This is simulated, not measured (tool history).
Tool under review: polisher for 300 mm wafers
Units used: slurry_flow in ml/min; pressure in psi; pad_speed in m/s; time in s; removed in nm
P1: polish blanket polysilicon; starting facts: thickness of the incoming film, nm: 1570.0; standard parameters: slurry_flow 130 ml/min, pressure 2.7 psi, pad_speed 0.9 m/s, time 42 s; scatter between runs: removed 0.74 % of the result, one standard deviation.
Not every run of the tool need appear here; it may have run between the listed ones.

run 1 hour=17 | slurry_flow=130 pressure=2.7 pad_speed=0.9 time=42 | removed=308.56
run 2 hour=26.8 | slurry_flow=130 pressure=2.7 pad_speed=0.9 time=42 | removed=307.06
run 3 hour=40.8 | slurry_flow=130 pressure=3.8 pad_speed=0.9 time=42 | removed=431.94
run 4 hour=50.6 | slurry_flow=190 pressure=3.8 pad_speed=0.9 time=42 | removed=459.61
run 5 hour=60 | slurry_flow=80 pressure=2.7 pad_speed=0.9 time=42 | removed=271.13
run 6 hour=72.1 | slurry_flow=130 pressure=2.7 pad_speed=0.9 time=42 | removed=305.35
run 7 hour=88.3 | slurry_flow=130 pressure=2.7 pad_speed=0.54 time=42 | removed=184.21
run 8 hour=97.4 | slurry_flow=130 pressure=2.7 pad_speed=0.9 time=64 | removed=471.06
run 9 hour=113.3 | slurry_flow=130 pressure=2.7 pad_speed=0.9 time=42 | removed=307.85
run 10 hour=124.7 | slurry_flow=130 pressure=2.7 pad_speed=0.9 time=25 | removed=182.2
run 11 hour=138.5 | slurry_flow=130 pressure=2.7 pad_speed=0.9 time=42 | removed=309
run 12 hour=146.7 | slurry_flow=130 pressure=1.5 pad_speed=0.9 time=42 | removed=172.67

Run 13 comes next. What will it give?
run 13 hour=156.3 | slurry_flow=130 pressure=2.7 pad_speed=1.16 time=42 | removed=?

{"run 13": {"removed": 392.76}}
